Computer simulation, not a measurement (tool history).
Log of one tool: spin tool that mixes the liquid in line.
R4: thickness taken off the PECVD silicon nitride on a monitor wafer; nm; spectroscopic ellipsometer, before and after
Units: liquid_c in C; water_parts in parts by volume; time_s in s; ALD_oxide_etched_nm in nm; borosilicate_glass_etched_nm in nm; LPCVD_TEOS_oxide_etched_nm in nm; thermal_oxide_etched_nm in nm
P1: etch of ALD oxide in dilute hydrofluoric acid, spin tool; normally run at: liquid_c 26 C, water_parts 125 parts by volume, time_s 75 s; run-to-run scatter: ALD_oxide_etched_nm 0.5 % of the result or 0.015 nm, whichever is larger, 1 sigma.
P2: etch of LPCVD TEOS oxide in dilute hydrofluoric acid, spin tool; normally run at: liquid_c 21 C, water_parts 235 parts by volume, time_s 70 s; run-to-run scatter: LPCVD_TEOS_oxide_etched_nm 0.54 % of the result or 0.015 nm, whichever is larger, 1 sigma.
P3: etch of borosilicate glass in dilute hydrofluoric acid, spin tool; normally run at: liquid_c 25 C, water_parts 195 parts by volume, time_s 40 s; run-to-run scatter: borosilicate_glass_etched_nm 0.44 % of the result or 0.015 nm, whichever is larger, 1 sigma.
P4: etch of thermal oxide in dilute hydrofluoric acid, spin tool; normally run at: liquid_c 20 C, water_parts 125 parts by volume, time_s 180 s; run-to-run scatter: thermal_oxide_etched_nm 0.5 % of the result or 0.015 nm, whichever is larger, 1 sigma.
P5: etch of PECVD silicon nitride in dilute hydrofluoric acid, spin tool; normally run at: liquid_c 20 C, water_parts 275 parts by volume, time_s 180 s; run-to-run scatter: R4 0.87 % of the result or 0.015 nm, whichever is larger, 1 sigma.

Run 1, hour 9.8: process P1, liquid_c 26 C, water_parts 125 parts by volume, time_s 75 s. Result: ALD_oxide_etched_nm 17.147 nm.
Run 2, hour 17.2: process P1, liquid_c 26 C, water_parts 125 parts by volume, time_s 75 s. Result: ALD_oxide_etched_nm 17.219 nm.
Run 3, hour 28.3: process P3, liquid_c 21.5 C, water_parts 195 parts by volume, time_s 40 s. Result: borosilicate_glass_etched_nm 5.7382 nm.
Run 4, hour 35.8: process P2, liquid_c 21 C, water_parts 235 parts by volume, time_s 70 s. Result: LPCVD_TEOS_oxide_etched_nm 12.914 nm.
Run 5, hour 42.6: process P3, liquid_c 25 C, water_parts 195 parts by volume, time_s 15 s. Result: borosilicate_glass_etched_nm 2.4784 nm.
Run 6, hour 52: process P5, liquid_c 20 C, water_parts 275 parts by volume, time_s 180 s. Result: R4 2.6978 nm.
Run 7, hour 63.8: process P1, liquid_c 26 C, water_parts 200 parts by volume, time_s 75 s. Result: ALD_oxide_etched_nm 9.8893 nm.
Run 8, hour 71.2: process P4, liquid_c 20 C, water_parts 125 parts by volume, time_s 180 s. Result: thermal_oxide_etched_nm 5.4896 nm.
Run 9, hour 83.5: process P1, liquid_c 26 C, water_parts 125 parts by volume, time_s 75 s. Result: ALD_oxide_etched_nm 17.206 nm.
Run 10, hour 90.6: process P4, liquid_c 20 C, water_parts 125 parts by volume, time_s 30 s. Result: thermal_oxide_etched_nm 0.91016 nm.
Run 11, hour 98.6: process P1, liquid_c 26 C, water_parts 125 parts by volume, time_s 75 s. Result: ALD_oxide_etched_nm 17.271 nm.
Run 12, hour 110.9: process P4, liquid_c 20 C, water_parts 185 parts by volume, time_s 180 s. Result: thermal_oxide_etched_nm 3.4734 nm.
Run 13, hour 119.2: process P1, liquid_c 26 C, water_parts 55 parts by volume, time_s 75 s. Result: ALD_oxide_etched_nm 42.649 nm.
Run 14, hour 126.5: process P1, liquid_c 26 C, water_parts 125 parts by volume, time_s 15 s. Result: ALD_oxide_etched_nm 3.4252 nm.
Run 15, hour 132.2: process P1, liquid_c 26 C, water_parts 45 parts by volume, time_s 25 s. Result: ALD_oxide_etched_nm 17.742 nm.
Run 16, hour 139.8: process P1, liquid_c 26 C, water_parts 125 parts by volume, time_s 140 s. Result: ALD_oxide_etched_nm 31.785 nm.
Run 17, hour 147.5: process P3, liquid_c 25 C, water_parts 195 parts by volume, time_s 40 s. Result: borosilicate_glass_etched_nm 6.4795 nm.
Run 18, hour 155.7: process P1, liquid_c 26 C, water_parts 125 parts by volume, time_s 75 s. Result: ALD_oxide_etched_nm 17.35 nm.
Run 19, hour 162.3: process P2, liquid_c 21 C, water_parts 430 parts by volume, time_s 70 s. Result: LPCVD_TEOS_oxide_etched_nm 5.9853 nm.
Run 20, hour 168: process P1, liquid_c 34 C, water_parts 125 parts by volume, time_s 75 s. Result: ALD_oxide_etched_nm 22.883 nm.
Run 21, hour 174.8: process P1, liquid_c 18 C, water_parts 125 parts by volume, time_s 75 s. Result: ALD_oxide_etched_nm 12.535 nm.
Run 22, hour 186.7: process P5, liquid_c 20 C, water_parts 95 parts by volume, time_s 180 s. Result: R4 7.7094 nm.
Run 23, hour 194.4: process P2, liquid_c 25.5 C, water_parts 235 parts by volume, time_s 70 s. Result: LPCVD_TEOS_oxide_etched_nm 15.372 nm.
Run 24, hour 204.5: process P2, liquid_c 21 C, water_parts 235 parts by volume, time_s 115 s. Result: LPCVD_TEOS_oxide_etched_nm 21.356 nm.
Run 25, hour 212.2: process P3, liquid_c 25 C, water_parts 285 parts by volume, time_s 40 s. Result: borosilicate_glass_etched_nm 4.0735 nm.
Run 26, hour 223.9: process P4, liquid_c 24 C, water_parts 125 parts by volume, time_s 180 s. Result: thermal_oxide_etched_nm 6.4064 nm.
Run 27, hour 231.5: process P5, liquid_c 17 C, water_parts 275 parts by volume, time_s 180 s. Result: R4 2.2546 nm.
Run 28, hour 238.8: process P5, liquid_c 20 C, water_parts 275 parts by volume, time_s 355 s. Result: R4 5.3674 nm.
Run 29, hour 247.2: process P1, liquid_c 26 C, water_parts 125 parts by volume, time_s 75 s. Result: ALD_oxide_etched_nm 17.001 nm.
Run 30, hour 254.4: process P1, liquid_c 26 C, water_parts 125 parts by volume, time_s 75 s. Result: ALD_oxide_etched_nm 17.464 nm.
Run 31, hour 264.9: process P1, liquid_c 26 C, water_parts 125 parts by volume, time_s 75 s. Result: ALD_oxide_etched_nm 18.15 nm.

The next listed run, before its measurement:
Run 32, hour 272.9: process P1, liquid_c 26 C, water_parts 125 parts by volume, time_s 75 s. Result: ALD_oxide_etched_nm ?.

ALD_oxide_etched_nm: 18.317 nm
